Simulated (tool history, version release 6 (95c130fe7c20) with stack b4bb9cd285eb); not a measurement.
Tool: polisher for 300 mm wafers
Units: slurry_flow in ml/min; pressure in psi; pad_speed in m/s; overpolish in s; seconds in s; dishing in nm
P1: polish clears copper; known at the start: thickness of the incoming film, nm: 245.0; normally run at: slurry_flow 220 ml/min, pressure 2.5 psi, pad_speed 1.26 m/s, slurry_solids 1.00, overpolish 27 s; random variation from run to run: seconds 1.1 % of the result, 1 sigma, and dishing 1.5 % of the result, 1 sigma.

| run | hour | slurry_flow | pressure | pad_speed | slurry_solids | overpolish | wafers polished on this pad | hours since the slurry nozzle was cleaned | hours since the head pressure was calibrated | hours since the slurry blender was calibrated | seconds | dishing |
|---|---|---|---|---|---|---|---|---|---|---|---|---|
| 1 | 7.8 | 220 | 2.5 | 1.26 | 1.00 | 27 | 1137 | 297.0 | 676.0 | 266.1 | 85.752 | 47.788 |
| 2 | 21.8 | 220 | 2.5 | 1.26 | 1.00 | 27 | 1298 | 311.0 | 690.0 | 280.1 | 85.960 | 47.168 |
| 3 | 29.1 | 220 | 2.5 | 1.26 | 1.00 | 27 | 1382 | 318.3 | 697.3 | 287.4 | 86.382 | 48.143 |
| 4 | 41.7 | 220 | 2.5 | 1.26 | 1.00 | 27 | 1526 | 330.9 | 709.9 | 300.0 | 88.367 | 45.668 |
| 5 | 51.7 | 130 | 2.5 | 1.26 | 1.00 | 27 | 1641 | 340.9 | 719.9 | 310.0 | 93.070 | 44.968 |
| 6 | 64.0 | 220 | 1.1 | 1.26 | 1.00 | 27 | 1782 | 353.2 | 732.2 | 322.3 | 195.810 | 22.558 |
| 7 | 70.3 | 220 | 3.6 | 1.26 | 1.00 | 27 | 1855 | 359.5 | 738.5 | 328.6 | 59.652 | 62.211 |
| 8 | 84.2 | 220 | 2.5 | 1.26 | 1.00 | 10 | 2014 | 373.4 | 752.4 | 342.5 | 87.895 | 20.708 |
| 9 | 97.7 | 290 | 2.5 | 1.26 | 0.75 | 27 | 2169 | 386.9 | 765.9 | 356.0 | 89.348 | 45.460 |
| 10 | 104.3 | 150 | 1.8 | 1.26 | 1.00 | 27 | 2245 | 393.5 | 772.5 | 362.6 | 126.550 | 34.395 |
| 11 | 115.2 | 220 | 2.5 | 1.26 | 0.60 | 27 | 2370 | 404.4 | 783.4 | 373.5 | 96.438 | 42.728 |
| 12 | 128.4 | 220 | 2.5 | 1.26 | 1.00 | 27 | 2521 | 417.6 | 796.6 | 386.7 | 85.400 | 45.939 |
| 13 | 136.9 | 220 | 2.5 | 1.26 | 1.00 | 41 | 2619 | 426.1 | 805.1 | 395.2 | 86.250 | 61.685 |
| 14 | 147.0 | 275 | 1.8 | 1.26 | 1.00 | 27 | 2735 | 436.2 | 815.2 | 405.3 | 117.450 | 36.110 |
| 15 | 156.8 | 220 | 2.5 | 0.58 | 1.00 | 27 | 2847 | 446.0 | 825.0 | 415.1 | 185.530 | 24.764 |
| 16 | 168.3 | 335 | 2.5 | 1.26 | 1.00 | 27 | 2980 | 457.5 | 836.5 | 426.6 | 84.604 | 48.745 |
| 17 | 178.2 | 220 | 2.5 | 1.74 | 1.00 | 27 | 3093 | 467.4 | 846.4 | 436.5 | 62.162 | 58.897 |
| 18 | 192.1 | 220 | 2.5 | 1.26 | 1.30 | 27 | 3253 | 481.3 | 860.3 | 450.4 | 80.934 | 48.230 |
| 19 | 204.9 | 220 | 2.5 | 1.26 | 1.00 | 27 | 3400 | 494.1 | 873.1 | 463.2 | 86.589 | 47.585 |
| 20 | 216.0 | 220 | 2.5 | 1.26 | 1.00 | 27 | 3527 | 505.2 | 884.2 | 474.3 | 87.302 | 47.053 |
| 21 | 224.7 | 220 | 2.5 | 1.26 | 1.00 | 27 | 3627 | 513.9 | 892.9 | 483.0 | 87.296 | 46.242 |
| 22 | 235.1 | 220 | 2.5 | 1.26 | 1.00 | 27 | 3746 | 524.3 | 903.3 | 493.4 | 88.615 | 45.943 |
| 23 | 246.4 | 220 | 2.5 | 1.26 | 1.00 | 27 | 3876 | 535.6 | 914.6 | 504.7 | 89.293 | 45.709 |
| 24 | 256.2 | 220 | 2.5 | 1.26 | 1.00 | 27 | 3989 | 545.4 | 924.4 | 514.5 | 92.400 | 44.581 |
|  | 266.0 | worn pad replaced by a new one |
| 25 | 267.7 | 220 | 2.5 | 1.26 | 1.00 | 27 | 19 | 556.9 | 935.9 | 526.0 | 94.548 | 43.555 |
|  | 270.5 | head pressure recalibrated |
| 26 | 277.2 | 220 | 2.5 | 1.26 | 1.00 | 27 | 128 | 566.4 | 6.8 | 535.5 | 91.186 | 44.517 |
| 27 | 286.4 | 220 | 2.5 | 1.26 | 1.00 | 27 | 234 | 575.6 | 16.0 | 544.7 | 93.707 | 43.655 |
| 28 | 294.0 | 220 | 2.5 | 1.26 | 1.00 | 27 | 321 | 583.2 | 23.6 | 552.3 | 94.246 | 44.032 |

What P1 gives has crept away from where it was. These 2 causes fit the log equally well, each at the size given:
A: abrasive missing from the slurry, % = 29.5
B: slurry flow missing at the pad, % = 38.4
The creep began at about hour 216.0.
Why every other cause is out:
removal rate lost through wear of the pad, %: serviced at hour 266.0, which brought nothing back
head's pressure below its setpoint, %: serviced at hour 270.5, which brought nothing back

4 check runs are offered, each on 3 wafers whose results are averaged, their results left as question marks. Which one tells the causes apart?
| check 1 | 301.6 | 220 | 2.5 | 1.26 | 0.60 | 12 |  |  |  |  | ? | ? |
| check 2 | 301.6 | 220 | 2.5 | 0.78 | 1.00 | 27 |  |  |  |  | ? | ? |
| check 3 | 301.6 | 130 | 2.5 | 1.26 | 1.00 | 37 |  |  |  |  | ? | ? |
| check 4 | 301.6 | 220 | 2.5 | 1.26 | 1.00 | 17 |  |  |  |  | ? | ? |

What each check would give under each cause:
| check | result | if A | if B |
|---|---|---|---|
| check 1 | seconds | 103.000 | 103.490 |
| check 1 | dishing | 21.012 | 20.923 |
| check 2 | seconds | 150.340 | 150.350 |
| check 2 | dishing | 30.432 | 30.431 |
| check 3 | seconds | 100.960 | 105.600 |
| check 3 | dishing | 52.068 | 50.514 |
| check 4 | seconds | 93.068 | 93.073 |
| check 4 | dishing | 30.860 | 30.858 |
How far apart the two closest causes lie, in the result that separates them most: check 1 0.48 %; check 2 0 %; check 3 4.5 %; check 4 0 %
Only check 3 tells the causes apart: in the others they would give nearly the same result.

Then check 3 was run and gave: seconds 105.940 s; dishing 50.409 nm. Which cause is it?

It is B: slurry flow missing at the pad, %.

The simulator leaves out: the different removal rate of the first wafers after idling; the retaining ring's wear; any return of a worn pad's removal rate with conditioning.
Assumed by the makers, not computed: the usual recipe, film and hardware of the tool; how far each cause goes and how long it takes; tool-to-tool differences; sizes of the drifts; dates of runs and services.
